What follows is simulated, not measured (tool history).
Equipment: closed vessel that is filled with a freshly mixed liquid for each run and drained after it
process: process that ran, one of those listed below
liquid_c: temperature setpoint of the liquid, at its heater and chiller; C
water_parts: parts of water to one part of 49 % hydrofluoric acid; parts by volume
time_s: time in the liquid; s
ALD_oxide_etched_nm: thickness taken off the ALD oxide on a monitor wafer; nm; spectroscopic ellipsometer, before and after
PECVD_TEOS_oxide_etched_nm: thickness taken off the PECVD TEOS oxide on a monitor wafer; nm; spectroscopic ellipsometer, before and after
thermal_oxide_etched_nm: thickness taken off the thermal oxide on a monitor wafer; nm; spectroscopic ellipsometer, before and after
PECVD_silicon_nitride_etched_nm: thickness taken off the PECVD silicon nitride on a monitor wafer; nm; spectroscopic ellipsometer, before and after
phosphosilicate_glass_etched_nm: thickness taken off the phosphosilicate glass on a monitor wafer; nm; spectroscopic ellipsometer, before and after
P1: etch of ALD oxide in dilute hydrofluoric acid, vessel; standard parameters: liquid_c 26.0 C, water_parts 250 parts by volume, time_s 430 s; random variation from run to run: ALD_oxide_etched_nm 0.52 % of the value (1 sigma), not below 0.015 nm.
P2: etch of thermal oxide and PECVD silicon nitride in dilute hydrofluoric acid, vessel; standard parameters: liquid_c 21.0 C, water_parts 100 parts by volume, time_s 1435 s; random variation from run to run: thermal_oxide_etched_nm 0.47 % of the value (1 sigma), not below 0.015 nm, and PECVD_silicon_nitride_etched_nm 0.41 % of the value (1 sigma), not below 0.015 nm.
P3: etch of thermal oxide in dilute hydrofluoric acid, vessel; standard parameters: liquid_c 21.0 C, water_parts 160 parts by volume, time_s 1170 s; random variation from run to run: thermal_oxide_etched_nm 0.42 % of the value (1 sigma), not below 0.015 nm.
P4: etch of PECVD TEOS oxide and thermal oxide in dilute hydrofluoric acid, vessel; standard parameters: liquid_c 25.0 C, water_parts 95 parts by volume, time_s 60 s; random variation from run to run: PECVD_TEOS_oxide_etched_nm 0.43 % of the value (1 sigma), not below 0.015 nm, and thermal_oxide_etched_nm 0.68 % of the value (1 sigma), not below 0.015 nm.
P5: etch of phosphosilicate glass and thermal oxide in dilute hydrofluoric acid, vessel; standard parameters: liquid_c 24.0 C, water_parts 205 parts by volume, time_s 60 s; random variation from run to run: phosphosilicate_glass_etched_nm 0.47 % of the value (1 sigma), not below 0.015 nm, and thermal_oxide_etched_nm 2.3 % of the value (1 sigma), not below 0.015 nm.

run   hour  process  liquid_c  water_parts  time_s  ALD_oxide_etched_nm  PECVD_TEOS_oxide_etched_nm  thermal_oxide_etched_nm  PECVD_silicon_nitride_etched_nm  phosphosilicate_glass_etched_nm
  1   10.9       P1      26.0          250     430              39.0430
  2   22.1       P4      25.0           95     115                                          19.1940                  6.31580
  3   30.1       P4      25.0           30      60                                          34.4050                 11.32600
  4   46.6       P4      33.0           95      60                                          13.5080                  4.44470
  5   53.9       P2      21.0          100    1435                                                                  58.01400                           28.146
  6   68.8       P5      24.0          290      60                                                                   0.77212                                                            22.374
  7   77.2       P1      26.0          345     430              25.3210
  8   90.5       P1      20.5          250     135              10.0870
  9  100.2       P2      21.0           50    1435                                                                 123.95000                           55.247
 10  107.8       P3      21.0          160    1955                                                                  48.48900
 11  118.7       P1      26.0          150     430              72.5970
 12  126.9       P1      26.0          250     430              38.7550
 13  138.9       P1      26.0          250     815              74.0020
 14  154.9       P1      34.0          250     430              50.5950
 15  169.4       P5      24.0          205      60                                                                   1.19750                                                            34.608
 16  180.3       P5      24.0          205      60                                                                   1.15180                                                            34.590
 17  197.1       P1      18.0          250     430              29.1100
 18  210.9       P1      26.0          250     430              39.0130
 19  221.2       P2      21.0          100    1435                                                                  58.18800                           27.925
 20  235.8       P2      21.0          100    2795                                                                 113.74000                           55.233
 21  248.0       P5      24.0          205      30                                                                   0.62110                                                            17.283
 22  261.7       P3      17.5          160    1170                                                                  25.32300
 23  269.5       P1      26.0          250     430              38.5240
 24  285.9       P4      25.0           95      60                                           9.9656                  3.24740
 25  301.9       P3      21.0          160    1170                                                                  28.93100
 26  314.4       P1      26.0          365      30               1.6303
 27  329.1       P2      27.0          100    1435                                                                  74.20500                           41.803
 28  342.4       P1      26.0          250      30               2.7281
 29  352.4       P1      18.5          250      30               2.0870
 30  364.8       P3      21.0          225    1170                                                                  19.14400
 31  374.2       P5      27.5          205      60                                                                   1.41510                                                            39.224
 32  385.1       P1      26.0          250     430              38.8120
 33  395.4       P1      26.0          250     430              39.7290
 34  405.0       P1      26.0          250     430              40.1960
 35  416.8       P1      26.0          250     430              40.2720
 36  425.6       P1      26.0          250     430              40.9590
 37  437.4       P1      26.0          250     430              40.4940
 38  452.5       P1      26.0          250     430              40.7650
 39  467.2       P1      26.0          250     430              41.1090

The log shows P1 creeping away from where it was. Any of the 2 causes listed here, at the size stated for it, fits the log just as well as the others:
A: hydrofluoric acid flow above the setpoint (%) = 4.17
B: liquid hotter than its thermometer reads (K) = 1.49
The creep began at about hour 385.1.

Question marks stand in for the results of the 4 check runs listed below, each run on one wafer. Under which run would the listed causes show clearly different results?
check 1  481.9       P5      27.5          205      60                                                                         ?                                                                 ?
check 2  481.9       P4      31.5           95      85                                                ?                        ?
check 3  481.9       P2      26.0           70    1435                                                                         ?                                ?
check 4  481.9       P3      21.0          160    1790                                                                         ?

How each check would come out, cause by cause:
  check                           result       if A       if B
check 1          thermal_oxide_etched_nm    1.46470    1.46750
check 1  phosphosilicate_glass_etched_nm     41.234     41.314
check 2       PECVD_TEOS_oxide_etched_nm    19.0160    19.1780
check 2          thermal_oxide_etched_nm    6.23730    6.29060
check 3          thermal_oxide_etched_nm  111.20000  112.81000
check 3  PECVD_silicon_nitride_etched_nm     58.200     61.621
check 4          thermal_oxide_etched_nm   46.52700   47.00900
Distance between the nearest two causes, measured in the result of the check that separates them most: check 1 0.19 %; check 2 0.85 %; check 3 5.71 %; check 4 1.03 %
Only check 3 tells the causes apart: in the others they would give nearly the same result.

Here is what check 3 returned: thermal_oxide_etched_nm 112.91000 nm; PECVD_silicon_nitride_etched_nm 61.436 nm. Which cause is it?

The cause is B: liquid hotter than its thermometer reads (K).

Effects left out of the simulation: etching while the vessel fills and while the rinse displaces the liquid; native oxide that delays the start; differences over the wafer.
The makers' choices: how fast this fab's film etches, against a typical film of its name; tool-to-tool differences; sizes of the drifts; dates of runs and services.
